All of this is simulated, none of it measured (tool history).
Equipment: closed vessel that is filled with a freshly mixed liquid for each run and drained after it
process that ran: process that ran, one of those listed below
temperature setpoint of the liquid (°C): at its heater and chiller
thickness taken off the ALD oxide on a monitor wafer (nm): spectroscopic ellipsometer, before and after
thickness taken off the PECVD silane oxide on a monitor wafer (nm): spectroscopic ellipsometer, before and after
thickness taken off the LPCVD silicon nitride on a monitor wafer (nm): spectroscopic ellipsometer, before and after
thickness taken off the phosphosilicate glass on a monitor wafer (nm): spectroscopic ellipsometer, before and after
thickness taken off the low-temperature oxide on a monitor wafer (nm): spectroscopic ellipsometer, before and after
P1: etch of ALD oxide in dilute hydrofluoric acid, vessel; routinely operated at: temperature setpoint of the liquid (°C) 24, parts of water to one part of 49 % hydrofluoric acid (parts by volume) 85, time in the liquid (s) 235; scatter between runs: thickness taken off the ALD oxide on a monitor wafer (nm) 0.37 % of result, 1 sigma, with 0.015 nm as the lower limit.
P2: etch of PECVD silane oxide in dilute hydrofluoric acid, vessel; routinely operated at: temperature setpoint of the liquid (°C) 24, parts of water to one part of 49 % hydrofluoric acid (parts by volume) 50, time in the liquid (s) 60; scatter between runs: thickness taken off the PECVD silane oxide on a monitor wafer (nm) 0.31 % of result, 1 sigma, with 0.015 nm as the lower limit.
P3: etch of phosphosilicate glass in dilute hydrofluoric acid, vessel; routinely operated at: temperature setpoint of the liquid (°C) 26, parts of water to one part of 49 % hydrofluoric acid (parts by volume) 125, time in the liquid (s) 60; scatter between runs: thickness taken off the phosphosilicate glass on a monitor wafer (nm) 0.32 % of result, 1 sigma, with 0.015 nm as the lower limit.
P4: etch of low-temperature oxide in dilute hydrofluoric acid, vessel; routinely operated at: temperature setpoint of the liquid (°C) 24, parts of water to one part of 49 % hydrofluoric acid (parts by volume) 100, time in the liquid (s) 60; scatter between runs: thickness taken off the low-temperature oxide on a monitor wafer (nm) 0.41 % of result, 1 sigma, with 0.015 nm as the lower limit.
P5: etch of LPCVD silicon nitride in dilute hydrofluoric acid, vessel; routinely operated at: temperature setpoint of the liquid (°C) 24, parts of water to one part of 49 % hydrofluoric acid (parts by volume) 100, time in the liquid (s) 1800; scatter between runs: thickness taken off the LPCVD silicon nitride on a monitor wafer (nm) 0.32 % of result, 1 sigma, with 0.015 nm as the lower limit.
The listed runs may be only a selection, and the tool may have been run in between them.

run	day	process that ran	temperature setpoint of the liquid (°C)	parts of water to one part of 49 % hydrofluoric acid (parts by volume)	time in the liquid (s)	thickness taken off the ALD oxide on a monitor wafer (nm)	thickness taken off the PECVD silane oxide on a monitor wafer (nm)	thickness taken off the LPCVD silicon nitride on a monitor wafer (nm)	thickness taken off the phosphosilicate glass on a monitor wafer (nm)	thickness taken off the low-temperature oxide on a monitor wafer (nm)
1	0.342	P1	24	85	235	43.25				
2	0.8	P1	24	85	235	42.776				
3	1.288	P1	24	85	235	42.759				
4	1.575	P2	24	20	60		98.947			
5	1.983	P1	24	85	55	9.9854				
6	2.321	P1	24	50	235	76.255				
7	2.742	P1	24	130	340	38.324				
8	2.975	P2	31.5	50	60		51.151			
9	3.296	P5	19.5	100	1800			6.974		
10	3.742	P1	24	85	380	69.409				
11	4.167	P1	24	85	235	42.815				
12	4.575	P3	26	125	60				29.955	
13	4.867	P1	17	85	235	31.965				
14	5.167	P5	24	100	1800			9.4085		
15	5.562	P5	24	180	1800			5.3052		
16	5.871	P3	26	125	30				14.949	
17	6.279	P1	30	85	235	54.174				
18	6.758	P5	24	100	1800			9.4638		
19	6.996	P3	31	125	60				35.916	
20	7.362	P1	24	85	235	42.767				
21	7.838	P3	26	80	60				49.659	
# day 7.921: hydrofluoric acid flow meter replaced
22	8.333	P4	30	100	60					7.6697
23	8.617	P4	24	100	95					9.6985
24	8.988	P4	24	155	60					3.7306
25	9.45	P5	24	100	2660			13.885		
26	9.671	P1	24	140	235	24.322				
27	10.092	P4	24	100	60					6.1336
28	10.521	P1	24	85	235	42.512				
29	10.846	P2	24	50	60		37.837			
30	11.221	P2	24	50	30		19.096			
31	11.462	P1	24	50	135	43.702				
32	11.829	P1	24	85	235	42.733				
33	12.162	P1	24	85	235	41.909				
34	12.604	P1	24	85	235	40.894				
35	12.862	P1	24	85	235	40.443				
36	13.129	P1	24	85	235	40.196				
37	13.471	P1	24	85	235	40.019				
38	13.867	P1	24	85	235	39.934				
39	14.367	P1	24	85	235	39.499				

Expected results for the next run?
40	14.625	P1	24	85	235	?				

Run 40 yielded thickness taken off the ALD oxide on a monitor wafer (nm) 39.698.
